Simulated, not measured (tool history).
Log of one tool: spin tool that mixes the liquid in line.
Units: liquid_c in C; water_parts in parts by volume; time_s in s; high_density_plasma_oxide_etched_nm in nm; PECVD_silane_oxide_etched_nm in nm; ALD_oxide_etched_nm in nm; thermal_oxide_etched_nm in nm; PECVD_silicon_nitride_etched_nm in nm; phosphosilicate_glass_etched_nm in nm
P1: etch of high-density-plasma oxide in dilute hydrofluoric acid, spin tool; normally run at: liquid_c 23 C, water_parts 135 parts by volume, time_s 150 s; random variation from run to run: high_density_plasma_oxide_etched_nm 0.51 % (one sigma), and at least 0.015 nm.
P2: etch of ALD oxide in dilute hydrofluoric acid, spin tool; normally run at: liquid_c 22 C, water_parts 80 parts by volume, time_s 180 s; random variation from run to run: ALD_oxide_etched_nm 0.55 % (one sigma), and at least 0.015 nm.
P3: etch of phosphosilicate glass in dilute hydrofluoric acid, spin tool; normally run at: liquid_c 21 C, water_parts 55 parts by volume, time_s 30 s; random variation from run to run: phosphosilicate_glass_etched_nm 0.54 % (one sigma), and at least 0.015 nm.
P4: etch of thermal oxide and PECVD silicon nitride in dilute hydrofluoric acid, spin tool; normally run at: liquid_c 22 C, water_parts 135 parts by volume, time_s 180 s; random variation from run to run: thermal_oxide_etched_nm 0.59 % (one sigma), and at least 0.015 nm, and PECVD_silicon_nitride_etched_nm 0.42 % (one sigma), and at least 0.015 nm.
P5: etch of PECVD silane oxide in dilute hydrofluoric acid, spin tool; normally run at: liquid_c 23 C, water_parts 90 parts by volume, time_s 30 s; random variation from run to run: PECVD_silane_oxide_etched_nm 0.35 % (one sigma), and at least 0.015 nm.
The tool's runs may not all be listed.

run,hour,process,liquid_c,water_parts,time_s,high_density_plasma_oxide_etched_nm,PECVD_silane_oxide_etched_nm,ALD_oxide_etched_nm,thermal_oxide_etched_nm,PECVD_silicon_nitride_etched_nm,phosphosilicate_glass_etched_nm
1,10,P1,23,135,150,6.7389,,,,,
2,17,P5,23,90,30,,11.543,,,,
3,26.1,P1,23,135,35,1.6015,,,,,
4,33.6,P2,22,80,180,,,20.578,,,
5,43.1,P1,23,60,150,16.599,,,,,
6,54.1,P4,22,135,180,,,,5.4567,6.5849,
7,63.2,P3,21,55,30,,,,,,44.297
8,74.6,P5,23,90,30,,11.484,,,,
9,83.9,P2,22,80,15,,,1.7254,,,
10,97.1,P2,22,80,180,,,20.161,,,
11,106.5,P1,18.5,135,150,5.6296,,,,,
12,115,P1,23,135,150,6.7792,,,,,
13,122.8,P1,23,235,40,0.92285,,,,,
14,134,P1,23,135,150,6.7688,,,,,
15,140.7,P4,22,135,180,,,,5.3805,6.6057,
16,151.3,P2,17.5,80,180,,,17.152,,,
17,163.9,P1,23,195,245,7.0889,,,,,
18,175.5,P5,23,90,65,,24.906,,,,
19,183.9,P4,22,135,80,,,,2.412,2.9604,
20,191.4,P5,23,155,30,,6.1926,,,,
21,203.6,P2,22,20,180,,,88.581,,,
22,210.9,P1,23,135,150,6.7653,,,,,
23,221.3,P1,23,135,150,6.7913,,,,,
24,230.5,P4,18,135,180,,,,4.6004,5.0029,
25,239.8,P1,23,135,150,6.7487,,,,,
26,249.4,P4,22,85,180,,,,9.0712,10.367,
27,258.1,P5,17,90,30,,8.9726,,,,
28,268,P1,23,205,150,4.1048,,,,,
29,276.1,P3,21,30,30,,,,,,83.2
30,288.3,P3,17,55,30,,,,,,37.309
31,298.4,P3,21,55,50,,,,,,73.598
32,309.1,P1,28.5,135,150,8.2975,,,,,
33,319.9,P1,23,135,290,13.04,,,,,
34,326.6,P1,23,135,150,6.8283,,,,,
35,339.1,P1,23,135,150,6.579,,,,,
36,346.5,P1,23,135,150,6.482,,,,,
37,360.3,P1,23,135,150,6.4252,,,,,
38,368.2,P1,23,135,150,6.3838,,,,,
39,377.3,P1,23,135,150,6.356,,,,,
40,389,P1,23,135,150,6.382,,,,,
41,401.4,P1,23,135,150,6.2822,,,,,
42,412.6,P1,23,135,150,6.2795,,,,,
43,425.2,P1,23,135,150,6.2298,,,,,
44,431.9,P1,23,135,150,6.2371,,,,,
45,439.2,P1,23,135,150,6.3191,,,,,

What P1 gives has crept away from where it was. These 2 causes fit the log equally well, each at the size given:
A: liquid colder than its thermometer reads (K) = 1.86
B: hydrofluoric acid flow below the setpoint (%) = 6.11
The creep began at about hour 326.6.

4 check runs are offered, one wafer each, their results left as question marks. Which one tells the causes apart?
check 1,446.5,P5,23,90,30,,?,,,,
check 2,446.5,P4,22,135,180,,,,?,?,
check 3,446.5,P2,22,80,180,,,?,,,
check 4,446.5,P3,21,55,30,,,,,,?

What each check would give under each cause:
check,result,if A,if B
check 1,PECVD_silane_oxide_etched_nm,10.66,10.717
check 2,thermal_oxide_etched_nm,5.0167,5.0225
check 2,PECVD_silicon_nitride_etched_nm,5.7856,6.155
check 3,ALD_oxide_etched_nm,18.961,19.101
check 4,phosphosilicate_glass_etched_nm,40.549,41.008
How far apart the two closest causes lie, in the result that separates them most: check 1 0.53 %; check 2 6.19 %; check 3 0.73 %; check 4 1.12 %
Check 2 tells the causes apart: in the others they would give nearly the same result.

Check 2 was then run and gave: thermal_oxide_etched_nm 4.9799 nm; PECVD_silicon_nitride_etched_nm 5.7531 nm. Which cause is it?

It is A: liquid colder than its thermometer reads (K).
